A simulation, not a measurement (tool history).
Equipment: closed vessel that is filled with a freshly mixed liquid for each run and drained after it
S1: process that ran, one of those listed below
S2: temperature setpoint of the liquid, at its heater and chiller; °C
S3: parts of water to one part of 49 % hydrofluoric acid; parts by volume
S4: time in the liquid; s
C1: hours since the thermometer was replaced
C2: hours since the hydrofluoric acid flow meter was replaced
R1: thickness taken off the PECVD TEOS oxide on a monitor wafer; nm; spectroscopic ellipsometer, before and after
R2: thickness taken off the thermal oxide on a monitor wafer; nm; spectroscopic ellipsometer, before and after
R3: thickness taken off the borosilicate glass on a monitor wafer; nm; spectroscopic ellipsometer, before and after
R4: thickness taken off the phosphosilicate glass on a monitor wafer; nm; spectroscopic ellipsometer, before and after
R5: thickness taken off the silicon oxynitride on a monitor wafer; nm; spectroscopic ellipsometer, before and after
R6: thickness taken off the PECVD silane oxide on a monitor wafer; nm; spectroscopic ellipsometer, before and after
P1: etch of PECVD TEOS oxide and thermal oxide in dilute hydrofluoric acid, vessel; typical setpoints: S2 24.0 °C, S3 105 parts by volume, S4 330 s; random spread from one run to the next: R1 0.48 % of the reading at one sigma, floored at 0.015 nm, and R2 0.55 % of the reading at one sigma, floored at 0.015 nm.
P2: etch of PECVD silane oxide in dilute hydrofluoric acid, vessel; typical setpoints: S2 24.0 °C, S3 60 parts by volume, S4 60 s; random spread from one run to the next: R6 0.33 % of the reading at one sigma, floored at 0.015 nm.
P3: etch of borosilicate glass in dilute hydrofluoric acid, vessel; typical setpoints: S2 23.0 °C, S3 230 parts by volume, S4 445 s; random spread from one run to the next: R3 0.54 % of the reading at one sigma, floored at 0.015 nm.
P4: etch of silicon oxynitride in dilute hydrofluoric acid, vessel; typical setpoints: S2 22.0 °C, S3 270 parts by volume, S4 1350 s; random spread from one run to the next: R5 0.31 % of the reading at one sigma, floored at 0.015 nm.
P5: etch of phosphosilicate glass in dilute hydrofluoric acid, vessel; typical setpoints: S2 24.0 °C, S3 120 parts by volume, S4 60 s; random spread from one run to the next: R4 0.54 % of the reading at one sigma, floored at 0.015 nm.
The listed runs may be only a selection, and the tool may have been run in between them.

run	day	S1	S2	S3	S4	C1	C2	R1	R2	R3	R4	R5	R6
1	0.254	P1	24.0	105	330	349.7	322.5	54.5650	14.1470				
2	0.542	P3	30.0	230	445	356.6	329.4			66.385			
3	0.825	P1	24.0	135	535	363.4	336.2	66.9520	17.1790				
4	0.954	P1	17.5	105	330	366.5	339.3	42.3590	10.8770				
5	1.117	P3	23.0	385	445	370.4	343.2			26.772			
6	1.392	P5	17.0	120	60	377.0	349.8				63.504		
7	1.596	P1	24.0	65	330	381.9	354.7	94.3320	23.9130				
8	1.754	P5	24.0	120	60	385.7	358.5				84.735		
9	1.971	P3	23.0	230	445	390.9	363.7			52.259			
10	2.100	P1	24.0	105	330	394.0	366.8	55.3470	14.1260				
11	2.229	P4	27.0	270	1350	397.1	369.9					22.1180	
12	2.454	P1	27.5	105	535	402.5	375.3	102.3400	26.0520				
13	2.708	P5	24.0	205	60	408.6	381.4				44.864		
14	2.854	P1	24.0	105	330	412.1	384.9	54.3580	13.9540				
15	3.062	P2	30.5	60	60	417.1	389.9						62.391
16	3.238	P4	22.0	270	1350	421.3	394.1					17.9230	
17	3.462	P4	22.0	440	1350	426.7	399.5					9.8194	
18	3.608	P1	29.5	105	330	430.2	403.0	67.6850	17.4620				
19	3.896	P1	24.0	160	330	437.1	409.9	33.6020	8.6182				
20	4.121	P5	24.0	120	30	442.5	415.3				42.177		
21	4.367	P3	23.0	230	445	448.4	421.2			51.511			
22	4.604	P4	22.0	270	2205	454.1	426.9					29.1730	
23	4.833	P1	24.0	105	330	459.6	432.4	54.9910	14.1500				
24	5.058	P4	22.0	270	1350	465.0	437.8					17.8850	
25	5.279	P2	24.0	60	60	470.3	443.1						47.837
26	5.429	P1	24.0	105	550	473.9	446.7	90.9410	23.6570				
27	5.654	P2	24.0	60	30	479.3	452.1						23.849
28	5.821	P1	24.0	105	50	483.3	456.1	8.2396	2.1165				
29	6.108	P3	23.0	230	760	490.2	463.0			88.913			
30	6.292	P2	24.0	25	60	494.6	467.4						119.950
31	6.442	P1	24.0	105	330	498.2	471.0	55.4820	14.0970				
32	6.654	P1	24.0	105	330	503.3	476.1	56.2390	14.3500				
33	6.950	P1	24.0	105	330	510.4	483.2	57.2240	14.7610				
34	7.146	P1	24.0	105	330	515.1	487.9	57.9380	14.8710				
35	7.379	P1	24.0	105	330	520.7	493.5	58.9690	14.8660				
36	7.542	P1	24.0	105	330	524.6	497.4	58.4450	14.9820				
37	7.700	P1	24.0	105	330	528.4	501.2	58.7980	15.1370				
38	7.883	P1	24.0	105	330	532.8	505.6	58.9550	15.2140				
39	8.108	P1	24.0	105	330	538.2	511.0	59.2820	15.2750				
40	8.238	P1	24.0	105	330	541.3	514.1	58.7110	15.0600				
41	8.438	P1	24.0	105	330	546.1	518.9	58.4730	15.1480				
42	8.629	P1	24.0	105	330	550.7	523.5	58.4310	15.2230				

P1 no longer gives what it gave before; its output has crept away from where it was. The following 2 causes, each at its listed size, fit the log equally well:
A: liquid hotter than its thermometer reads (K) = 1.94
B: hydrofluoric acid flow above the setpoint (%) = 6.97
At approximately day 6.442, the process output began to creep.

Consider the 4 check runs below, whose results appear as question marks and each of which averages 2 wafers. Which one distinguishes the causes, in that each cause would give it a clearly different result?
check 1	8.821	P4	26.0	270	2185							?	
check 2	8.821	P5	17.5	185	60						?		
check 3	8.821	P2	30.5	60	30								?
check 4	8.821	P3	27.5	370	445					?			

Check results expected under each cause:
check	result	if A	if B
check 1	R5	37.2370	37.2320
check 2	R4	42.581	42.665
check 3	R6	33.434	33.397
check 4	R3	34.708	35.776
Minimum pairwise separation of causes per check, each pair taken at its best-separating result: check 1 0.01 %; check 2 0.2 %; check 3 0.11 %; check 4 3.03 %
Only check 4 tells the causes apart: in the others they would give nearly the same result.

The results of check 4 are: R3 34.797 nm. Based on these, which of the listed causes is it?

The correct cause is A, namely: liquid hotter than its thermometer reads (K).

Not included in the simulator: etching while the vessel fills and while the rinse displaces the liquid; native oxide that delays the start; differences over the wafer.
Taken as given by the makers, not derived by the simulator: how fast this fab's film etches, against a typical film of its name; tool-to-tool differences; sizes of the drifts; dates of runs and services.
